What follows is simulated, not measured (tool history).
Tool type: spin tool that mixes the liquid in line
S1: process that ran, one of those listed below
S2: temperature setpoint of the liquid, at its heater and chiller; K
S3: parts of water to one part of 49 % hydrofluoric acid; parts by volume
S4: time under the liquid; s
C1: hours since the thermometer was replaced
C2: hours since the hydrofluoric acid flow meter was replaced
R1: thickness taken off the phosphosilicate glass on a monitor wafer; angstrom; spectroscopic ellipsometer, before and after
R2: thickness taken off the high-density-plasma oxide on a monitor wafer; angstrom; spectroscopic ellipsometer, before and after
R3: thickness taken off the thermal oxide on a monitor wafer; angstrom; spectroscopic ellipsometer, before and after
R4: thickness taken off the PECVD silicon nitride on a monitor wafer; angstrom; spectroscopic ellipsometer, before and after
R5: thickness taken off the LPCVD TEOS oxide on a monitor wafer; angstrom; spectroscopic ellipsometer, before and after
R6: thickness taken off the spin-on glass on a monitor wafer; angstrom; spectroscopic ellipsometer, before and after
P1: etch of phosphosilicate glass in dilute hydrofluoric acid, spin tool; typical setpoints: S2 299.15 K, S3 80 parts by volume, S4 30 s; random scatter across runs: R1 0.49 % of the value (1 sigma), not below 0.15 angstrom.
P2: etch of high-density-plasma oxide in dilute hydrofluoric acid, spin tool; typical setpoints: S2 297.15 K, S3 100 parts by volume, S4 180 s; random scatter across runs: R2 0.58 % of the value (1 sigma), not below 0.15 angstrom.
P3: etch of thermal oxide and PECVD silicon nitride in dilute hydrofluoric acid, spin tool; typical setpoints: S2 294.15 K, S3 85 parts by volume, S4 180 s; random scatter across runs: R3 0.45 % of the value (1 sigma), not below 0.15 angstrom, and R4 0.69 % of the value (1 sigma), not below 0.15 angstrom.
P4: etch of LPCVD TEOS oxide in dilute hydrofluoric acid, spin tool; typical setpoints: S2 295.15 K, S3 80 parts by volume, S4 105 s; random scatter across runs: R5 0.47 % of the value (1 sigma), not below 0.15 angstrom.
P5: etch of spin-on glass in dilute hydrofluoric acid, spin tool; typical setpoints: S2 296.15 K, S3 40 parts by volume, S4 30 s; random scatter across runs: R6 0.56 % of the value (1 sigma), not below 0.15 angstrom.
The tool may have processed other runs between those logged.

{"run": 1, "hour": 10.9, "S1": "P1", "S2": 299.15, "S3": 80, "S4": 30, "C1": 218.8, "C2": 469.4, "R1": 880.86}
{"run": 2, "hour": 25.2, "S1": "P2", "S2": 297.15, "S3": 155, "S4": 180, "C1": 233.1, "C2": 483.7, "R2": 56.027}
{"run": 3, "hour": 41.0, "S1": "P3", "S2": 294.15, "S3": 85, "S4": 70, "C1": 248.9, "C2": 499.5, "R3": 35.834, "R4": 12.073}
{"run": 4, "hour": 49.0, "S1": "P1", "S2": 295.15, "S3": 80, "S4": 30, "C1": 256.9, "C2": 507.5, "R1": 753.17}
{"run": 5, "hour": 61.7, "S1": "P1", "S2": 299.15, "S3": 80, "S4": 30, "C1": 269.6, "C2": 520.2, "R1": 888.55}
{"run": 6, "hour": 69.2, "S1": "P2", "S2": 297.15, "S3": 100, "S4": 180, "C1": 277.1, "C2": 527.7, "R2": 93.164}
{"run": 7, "hour": 83.9, "S1": "P1", "S2": 299.15, "S3": 80, "S4": 30, "C1": 291.8, "C2": 542.4, "R1": 893.55}
{"run": 8, "hour": 99.8, "S1": "P1", "S2": 299.15, "S3": 115, "S4": 30, "C1": 307.7, "C2": 558.3, "R1": 592.13}
{"run": 9, "hour": 114.6, "S1": "P4", "S2": 295.15, "S3": 80, "S4": 160, "C1": 322.5, "C2": 573.1, "R5": 452.85}
{"run": 10, "hour": 126.2, "S1": "P3", "S2": 301.65, "S3": 85, "S4": 180, "C1": 334.1, "C2": 584.7, "R3": 123.26, "R4": 51.2}
{"run": 11, "hour": 143.4, "S1": "P1", "S2": 299.15, "S3": 30, "S4": 15, "C1": 351.3, "C2": 601.9, "R1": 1260}
{"run": 12, "hour": 151.3, "S1": "P2", "S2": 297.15, "S3": 100, "S4": 15, "C1": 359.2, "C2": 609.8, "R2": 7.8811}
{"run": 13, "hour": 162.2, "S1": "P5", "S2": 296.15, "S3": 40, "S4": 30, "C1": 370.1, "C2": 620.7, "R6": 237.76}
{"run": 14, "hour": 170.9, "S1": "P1", "S2": 299.15, "S3": 80, "S4": 30, "C1": 378.8, "C2": 629.4, "R1": 881.48}
{"run": 15, "hour": 181.5, "S1": "P3", "S2": 294.15, "S3": 85, "S4": 180, "C1": 389.4, "C2": 640, "R3": 92.03, "R4": 30.829}
{"run": 16, "hour": 196.1, "S1": "P1", "S2": 299.15, "S3": 80, "S4": 30, "C1": 404, "C2": 654.6, "R1": 885.75}
{"run": 17, "hour": 212.9, "S1": "P5", "S2": 296.15, "S3": 40, "S4": 15, "C1": 420.8, "C2": 671.4, "R6": 119.3}
{"run": 18, "hour": 229.1, "S1": "P5", "S2": 302.15, "S3": 40, "S4": 30, "C1": 437, "C2": 687.6, "R6": 301.46}
{"run": 19, "hour": 237.2, "S1": "P1", "S2": 291.65, "S3": 80, "S4": 15, "C1": 445.1, "C2": 695.7, "R1": 326.1}
{"run": 20, "hour": 254.1, "S1": "P4", "S2": 295.15, "S3": 80, "S4": 105, "C1": 462, "C2": 712.6, "R5": 295.65}
{"run": 21, "hour": 265.5, "S1": "P1", "S2": 299.15, "S3": 45, "S4": 45, "C1": 473.4, "C2": 724, "R1": 2486.2}
{"run": 22, "hour": 275.1, "S1": "P4", "S2": 295.15, "S3": 125, "S4": 105, "C1": 483, "C2": 733.6, "R5": 180.81}
{"run": 23, "hour": 282.7, "S1": "P3", "S2": 294.15, "S3": 85, "S4": 180, "C1": 490.6, "C2": 741.2, "R3": 92.6, "R4": 30.715}
{"run": 24, "hour": 298.0, "S1": "P1", "S2": 299.15, "S3": 50, "S4": 30, "C1": 505.9, "C2": 756.5, "R1": 1470.8}
{"hour": 302.7, "done": "thermometer replaced"}
{"run": 25, "hour": 308.1, "S1": "P1", "S2": 304.65, "S3": 80, "S4": 30, "C1": 5.5, "C2": 766.6, "R1": 1090.1}
{"run": 26, "hour": 316.6, "S1": "P4", "S2": 301.65, "S3": 80, "S4": 105, "C1": 14, "C2": 775.1, "R5": 389.28}
{"run": 27, "hour": 328.7, "S1": "P1", "S2": 299.15, "S3": 80, "S4": 55, "C1": 26.1, "C2": 787.2, "R1": 1618.4}
{"run": 28, "hour": 345.8, "S1": "P2", "S2": 303.15, "S3": 100, "S4": 180, "C1": 43.2, "C2": 804.3, "R2": 117.98}
{"run": 29, "hour": 359.4, "S1": "P1", "S2": 299.15, "S3": 80, "S4": 30, "C1": 56.8, "C2": 817.9, "R1": 881.78}
{"run": 30, "hour": 376.4, "S1": "P3", "S2": 294.15, "S3": 145, "S4": 180, "C1": 73.8, "C2": 834.9, "R3": 50.648, "R4": 18.261}
{"run": 31, "hour": 386.4, "S1": "P1", "S2": 299.15, "S3": 80, "S4": 30, "C1": 83.8, "C2": 844.9, "R1": 883.28}
{"run": 32, "hour": 402.4, "S1": "P5", "S2": 296.15, "S3": 70, "S4": 30, "C1": 99.8, "C2": 860.9, "R6": 131.76}
{"run": 33, "hour": 415.7, "S1": "P1", "S2": 299.15, "S3": 80, "S4": 15, "C1": 113.1, "C2": 874.2, "R1": 438.94}
{"run": 34, "hour": 431.1, "S1": "P1", "S2": 299.15, "S3": 80, "S4": 30, "C1": 128.5, "C2": 889.6, "R1": 877.61}
{"run": 35, "hour": 442.0, "S1": "P1", "S2": 299.15, "S3": 80, "S4": 30, "C1": 139.4, "C2": 900.5, "R1": 845.96}
{"run": 36, "hour": 449.8, "S1": "P1", "S2": 299.15, "S3": 80, "S4": 30, "C1": 147.2, "C2": 908.3, "R1": 843.71}
{"run": 37, "hour": 460.9, "S1": "P1", "S2": 299.15, "S3": 80, "S4": 30, "C1": 158.3, "C2": 919.4, "R1": 832.37}
{"run": 38, "hour": 472.6, "S1": "P1", "S2": 299.15, "S3": 80, "S4": 30, "C1": 170, "C2": 931.1, "R1": 824.43}
{"run": 39, "hour": 485.7, "S1": "P1", "S2": 299.15, "S3": 80, "S4": 30, "C1": 183.1, "C2": 944.2, "R1": 821.22}
{"run": 40, "hour": 493.5, "S1": "P1", "S2": 299.15, "S3": 80, "S4": 30, "C1": 190.9, "C2": 952, "R1": 817.58}
{"run": 41, "hour": 504.6, "S1": "P1", "S2": 299.15, "S3": 80, "S4": 30, "C1": 202, "C2": 963.1, "R1": 823.05}

The log shows P1 creeping away from where it was. Any of the 2 causes listed here, at the size stated for it, fits the log just as well as the others:
A: hydrofluoric acid flow below the setpoint (%) = 7.04
B: liquid colder than its thermometer reads (K) = 2.03
The creep began at about hour 431.1.

You are offered 4 check runs, listed below with question marks in place of their results; each one averages 2 wafers. Which run separates the listed causes by giving clearly different results for each?
{"run": "check 1", "hour": 515.7, "S1": "P2", "S2": 301.15, "S3": 100, "S4": 35, "R2": "?"}
{"run": "check 2", "hour": 515.7, "S1": "P3", "S2": 301.15, "S3": 140, "S4": 180, "R3": "?", "R4": "?"}
{"run": "check 3", "hour": 515.7, "S1": "P5", "S2": 302.15, "S3": 40, "S4": 30, "R6": "?"}
{"run": "check 4", "hour": 515.7, "S1": "P4", "S2": 299.15, "S3": 105, "S4": 105, "R5": "?"}

Outcome of each check run for each possible cause:
check=check_1 result=R2 if_A=19.471 if_B=19.566
check=check_2 result=R3 if_A=62.893 if_B=63.557
check=check_2 result=R4 if_A=27.485 if_B=26.02
check=check_3 result=R6 if_A=280.89 if_B=279.75
check=check_4 result=R5 if_A=237.32 if_B=238.2
Smallest distance between any two causes, each pair judged by its most separating result, in per cent: check 1 0.49 %; check 2 5.48 %; check 3 0.41 %; check 4 0.37 %
Check 2 tells the causes apart: in the others they would give nearly the same result.

Running check 2 produced the following: R3 63.105 angstrom; R4 27.467 angstrom. Which one of the listed causes fits?

A is the cause: hydrofluoric acid flow below the setpoint (%).
